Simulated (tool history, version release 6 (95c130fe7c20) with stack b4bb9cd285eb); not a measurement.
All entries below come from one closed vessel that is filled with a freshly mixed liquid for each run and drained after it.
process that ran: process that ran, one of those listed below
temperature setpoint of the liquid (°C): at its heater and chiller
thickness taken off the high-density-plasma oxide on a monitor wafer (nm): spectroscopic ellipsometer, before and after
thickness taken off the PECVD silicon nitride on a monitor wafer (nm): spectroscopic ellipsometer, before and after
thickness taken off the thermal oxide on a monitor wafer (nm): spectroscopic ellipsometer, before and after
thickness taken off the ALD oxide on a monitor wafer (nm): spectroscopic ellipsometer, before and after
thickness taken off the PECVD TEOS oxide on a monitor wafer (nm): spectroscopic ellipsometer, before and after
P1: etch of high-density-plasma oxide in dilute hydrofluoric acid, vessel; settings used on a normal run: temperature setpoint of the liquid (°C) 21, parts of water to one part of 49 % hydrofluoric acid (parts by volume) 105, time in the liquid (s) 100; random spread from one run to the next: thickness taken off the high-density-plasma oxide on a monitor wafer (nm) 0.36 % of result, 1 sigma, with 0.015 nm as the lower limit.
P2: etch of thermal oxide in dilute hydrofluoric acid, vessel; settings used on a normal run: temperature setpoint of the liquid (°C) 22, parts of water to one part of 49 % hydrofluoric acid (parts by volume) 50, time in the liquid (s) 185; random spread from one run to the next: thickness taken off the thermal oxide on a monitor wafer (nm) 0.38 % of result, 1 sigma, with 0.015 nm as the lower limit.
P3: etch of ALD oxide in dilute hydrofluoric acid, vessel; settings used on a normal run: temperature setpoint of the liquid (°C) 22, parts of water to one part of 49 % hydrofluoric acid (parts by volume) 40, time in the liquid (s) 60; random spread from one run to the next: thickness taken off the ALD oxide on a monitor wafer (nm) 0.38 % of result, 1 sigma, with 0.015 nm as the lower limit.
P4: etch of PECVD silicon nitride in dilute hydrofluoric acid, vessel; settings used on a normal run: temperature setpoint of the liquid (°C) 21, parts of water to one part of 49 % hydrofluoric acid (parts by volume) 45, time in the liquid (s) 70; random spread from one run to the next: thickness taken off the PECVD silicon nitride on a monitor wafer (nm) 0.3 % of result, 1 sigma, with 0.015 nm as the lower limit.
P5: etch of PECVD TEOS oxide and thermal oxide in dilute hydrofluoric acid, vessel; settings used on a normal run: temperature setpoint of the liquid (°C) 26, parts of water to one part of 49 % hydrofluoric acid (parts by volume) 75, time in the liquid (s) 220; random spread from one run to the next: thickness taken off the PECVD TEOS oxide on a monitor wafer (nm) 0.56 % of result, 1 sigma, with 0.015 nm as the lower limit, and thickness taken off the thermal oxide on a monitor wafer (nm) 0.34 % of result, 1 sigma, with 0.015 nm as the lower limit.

run,hour,process that ran,temperature setpoint of the liquid (°C),parts of water to one part of 49 % hydrofluoric acid (parts by volume),time in the liquid (s),hours since the thermometer was replaced,hours since the hydrofluoric acid flow meter was replaced,thickness taken off the high-density-plasma oxide on a monitor wafer (nm),thickness taken off the PECVD silicon nitride on a monitor wafer (nm),thickness taken off the thermal oxide on a monitor wafer (nm),thickness taken off the ALD oxide on a monitor wafer (nm),thickness taken off the PECVD TEOS oxide on a monitor wafer (nm)
1,13.3,P1,21,105,100,868.3,569.9,8.4356,,,,
2,23.6,P1,21,105,30,878.6,580.2,2.5339,,,,
3,33.8,P1,21,105,145,888.8,590.4,12.179,,,,
4,40.8,P4,27.5,45,70,895.8,597.4,,10.965,,,
5,50.1,P1,21,105,100,905.1,606.7,8.4593,,,,
# hour 54: thermometer replaced
6,61.3,P2,22,50,285,7.4,617.9,,,25.758,,
7,74.2,P3,17.5,40,60,20.3,630.8,,,,23.565,
8,81.2,P5,30.5,75,220,27.3,637.8,,,18.305,,39.386
9,89.9,P5,26,75,360,36,646.5,,,25.046,,53.762
10,100.8,P3,22,40,60,46.9,657.4,,,,28.578,
11,106.9,P5,26,115,220,53,663.5,,,9.4902,,20.414
12,117.6,P2,22,50,185,63.7,674.2,,,16.798,,
13,129.3,P4,21,45,30,75.4,685.9,,3.0571,,,
14,135.4,P5,26,75,220,81.5,692,,,15.323,,32.487
15,146,P1,21,140,100,92.1,702.6,6.0973,,,,
16,157.3,P1,21,55,100,103.4,713.9,17.228,,,,
17,167.9,P1,17.5,105,175,114,724.5,12.788,,,,
18,174.5,P3,22,40,115,120.6,731.1,,,,55.409,
# hour 179.5: hydrofluoric acid flow meter replaced
19,181.5,P1,21,105,100,127.6,2.1,8.4772,,,,
20,189.3,P2,22,20,185,135.4,9.9,,,43.256,,
21,202.3,P3,22,70,60,148.4,22.9,,,,15.788,
22,209.3,P5,26,75,220,155.4,29.9,,,15.35,,32.808
23,220.7,P4,21,45,70,166.8,41.3,,7.0909,,,
24,227.2,P1,21,105,100,173.3,47.8,8.5141,,,,
25,238.4,P1,21,105,100,184.5,59,8.4152,,,,
26,248,P1,17,105,30,194.1,68.6,2.1586,,,,
27,257.5,P1,21,105,100,203.6,78.1,8.4449,,,,
28,268.7,P1,17,105,100,214.8,89.3,7.1185,,,,
29,276.7,P1,25.5,105,100,222.8,97.3,10.095,,,,
30,288.3,P2,18.5,50,185,234.4,108.9,,,14.334,,
31,295.8,P4,21,60,70,241.9,116.4,,5.3358,,,
32,306.4,P1,21,105,100,252.5,127,8.4254,,,,
33,318.8,P1,21,105,100,264.9,139.4,8.4642,,,,
34,326.6,P1,21,105,100,272.7,147.2,8.2178,,,,
35,333.6,P1,21,105,100,279.7,154.2,7.9604,,,,

Predict the results of run 36:
36,340.5,P1,21,105,100,286.6,161.1,?,,,,

thickness taken off the high-density-plasma oxide on a monitor wafer (nm): 7.872
